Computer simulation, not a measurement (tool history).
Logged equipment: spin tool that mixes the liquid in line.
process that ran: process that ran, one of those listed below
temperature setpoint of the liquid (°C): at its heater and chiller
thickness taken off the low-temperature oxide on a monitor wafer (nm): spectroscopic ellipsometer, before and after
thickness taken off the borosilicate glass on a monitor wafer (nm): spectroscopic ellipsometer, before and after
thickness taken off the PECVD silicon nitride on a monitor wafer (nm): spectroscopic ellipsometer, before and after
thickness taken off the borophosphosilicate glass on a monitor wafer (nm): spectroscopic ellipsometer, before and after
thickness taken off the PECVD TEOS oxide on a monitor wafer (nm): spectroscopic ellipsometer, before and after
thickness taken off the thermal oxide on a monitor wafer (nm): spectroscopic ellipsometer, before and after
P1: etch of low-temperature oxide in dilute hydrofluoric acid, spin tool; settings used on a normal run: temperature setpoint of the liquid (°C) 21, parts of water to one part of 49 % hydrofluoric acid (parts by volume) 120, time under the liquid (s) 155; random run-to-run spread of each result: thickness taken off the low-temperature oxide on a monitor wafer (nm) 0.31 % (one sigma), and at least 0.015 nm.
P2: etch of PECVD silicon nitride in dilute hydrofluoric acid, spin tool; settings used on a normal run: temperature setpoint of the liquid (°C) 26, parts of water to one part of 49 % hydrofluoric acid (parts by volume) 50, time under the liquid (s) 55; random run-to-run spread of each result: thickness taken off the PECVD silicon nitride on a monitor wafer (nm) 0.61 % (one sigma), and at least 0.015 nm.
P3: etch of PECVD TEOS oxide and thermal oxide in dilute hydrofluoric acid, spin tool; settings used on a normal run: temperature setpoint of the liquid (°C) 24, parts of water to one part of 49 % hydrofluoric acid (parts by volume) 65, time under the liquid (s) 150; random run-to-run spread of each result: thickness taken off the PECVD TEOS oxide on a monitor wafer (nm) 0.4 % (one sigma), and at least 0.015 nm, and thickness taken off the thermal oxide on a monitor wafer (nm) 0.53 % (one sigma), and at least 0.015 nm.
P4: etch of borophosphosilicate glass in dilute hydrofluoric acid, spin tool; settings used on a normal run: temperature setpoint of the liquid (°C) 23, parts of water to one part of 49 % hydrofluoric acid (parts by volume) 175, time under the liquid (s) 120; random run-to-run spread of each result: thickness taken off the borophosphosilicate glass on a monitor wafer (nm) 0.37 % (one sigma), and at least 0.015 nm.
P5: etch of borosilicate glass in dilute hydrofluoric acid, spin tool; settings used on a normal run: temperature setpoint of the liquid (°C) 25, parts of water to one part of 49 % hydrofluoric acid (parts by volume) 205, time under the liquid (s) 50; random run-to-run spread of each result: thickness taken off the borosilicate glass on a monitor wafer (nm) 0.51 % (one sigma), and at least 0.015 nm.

run,hour,process that ran,temperature setpoint of the liquid (°C),parts of water to one part of 49 % hydrofluoric acid (parts by volume),time under the liquid (s),hours since the thermometer was replaced,hours since the hydrofluoric acid flow meter was replaced,thickness taken off the low-temperature oxide on a monitor wafer (nm),thickness taken off the borosilicate glass on a monitor wafer (nm),thickness taken off the PECVD silicon nitride on a monitor wafer (nm),thickness taken off the borophosphosilicate glass on a monitor wafer (nm),thickness taken off the PECVD TEOS oxide on a monitor wafer (nm),thickness taken off the thermal oxide on a monitor wafer (nm)
1,13.1,P1,21,120,155,704.6,430.6,30.955,,,,,
2,20.7,P5,17.5,205,50,712.2,438.2,,4.5589,,,,
3,31.4,P1,21,120,155,722.9,448.9,31.012,,,,,
4,45.7,P5,25,50,50,737.2,463.2,,30.063,,,,
5,55.2,P2,26,90,55,746.7,472.7,,,2.2748,,,
6,61.7,P1,26,120,155,753.2,479.2,37.744,,,,,
7,74,P2,26,50,55,765.5,491.5,,,4.1712,,,
8,85.5,P4,17,175,120,777,503,,,,20.174,,
9,92.8,P1,21,40,70,784.3,510.3,45.848,,,,,
10,106.8,P3,24,65,150,798.3,524.3,,,,,42.909,11.778
11,118.4,P2,26,50,15,809.9,535.9,,,1.1296,,,
12,127.1,P4,23,175,120,818.6,544.6,,,,25.457,,
13,140,P3,24,65,150,831.5,557.5,,,,,42.804,11.706
14,154,P4,23,245,120,845.5,571.5,,,,16.99,,
15,169.1,P4,23,175,45,860.6,586.6,,,,9.5455,,
16,180.4,P3,24,110,150,871.9,597.9,,,,,24.043,6.5649
17,194.3,P4,23,175,120,885.8,611.8,,,,25.441,,
18,206.9,P1,28,50,155,898.4,624.4,108.04,,,,,
# hour 213: thermometer replaced
19,215.4,P1,21,120,50,2.4,632.9,10.036,,,,,
20,225.9,P5,25,205,95,12.9,643.4,,11.566,,,,
21,235,P1,21,185,155,22,652.5,18.78,,,,,
22,242.9,P1,21,120,270,29.9,660.4,53.965,,,,,
23,258,P1,21,50,155,45,675.5,80.984,,,,,
24,265.8,P1,21,120,155,52.8,683.3,30.941,,,,,
25,273.3,P1,21,45,50,60.3,690.8,29.069,,,,,
26,285.2,P5,25,205,50,72.2,702.7,,6.0835,,,,
27,295.5,P3,24,65,290,82.5,713,,,,,82.377,22.701
28,302.3,P2,19,50,55,89.3,719.8,,,2.63,,,
29,310.2,P1,21,120,155,97.2,727.7,31.095,,,,,
30,325,P3,31.5,65,150,112,742.5,,,,,57.491,15.801
31,333.8,P1,17,120,155,120.8,751.3,26.309,,,,,
32,342.5,P1,21,120,155,129.5,760,31.019,,,,,
33,353.6,P1,21,120,155,140.6,771.1,32.629,,,,,
34,361.8,P1,21,120,155,148.8,779.3,33.033,,,,,
35,371.5,P1,21,120,155,158.5,789,33.511,,,,,
36,378.2,P1,21,120,155,165.2,795.7,33.799,,,,,
37,390.5,P1,21,120,155,177.5,808,33.857,,,,,
38,397.1,P1,21,120,155,184.1,814.6,33.936,,,,,
39,405.6,P1,21,120,155,192.6,823.1,34.03,,,,,
40,413.7,P1,21,120,155,200.7,831.2,34.242,,,,,

P1 has crept away from where it was. The log is fitted equally well by each of these 2 causes, at the sizes shown:
A: liquid hotter than its thermometer reads (K) = 2.41
B: hydrofluoric acid flow above the setpoint (%) = 8.85
At approximately hour 342.5, the process output began to creep.

4 check runs are offered, one wafer each, their results left as question marks. Which one tells the causes apart?
check 1,421.8,P3,24,110,150,,,,,,,?,?
check 2,421.8,P2,21,65,55,,,,,?,,,
check 3,421.8,P4,17,175,70,,,,,,?,,
check 4,421.8,P5,20.5,205,95,,,,?,,,,

What every check run would give for each of its results, assuming each possible cause in turn:
check,result,if A,if B
check 1,thickness taken off the PECVD TEOS oxide on a monitor wafer (nm),26.238,26.289
check 1,thickness taken off the thermal oxide on a monitor wafer (nm),7.2356,7.2496
check 2,thickness taken off the PECVD silicon nitride on a monitor wafer (nm),2.6904,2.4813
check 3,thickness taken off the borophosphosilicate glass on a monitor wafer (nm),12.97,12.997
check 4,thickness taken off the borosilicate glass on a monitor wafer (nm),10.662,10.773
Separation of the two closest causes in each check, using whichever result separates them best: check 1 0.19 %; check 2 8.09 %; check 3 0.21 %; check 4 1.04 %
The other checks would show nearly matching results whichever cause is true, so check 2 is the only one that separates the causes.

With check 2 done, the readings were: thickness taken off the PECVD silicon nitride on a monitor wafer (nm) 2.4806. Identify which of the listed causes applies.

The cause is B: hydrofluoric acid flow above the setpoint (%).

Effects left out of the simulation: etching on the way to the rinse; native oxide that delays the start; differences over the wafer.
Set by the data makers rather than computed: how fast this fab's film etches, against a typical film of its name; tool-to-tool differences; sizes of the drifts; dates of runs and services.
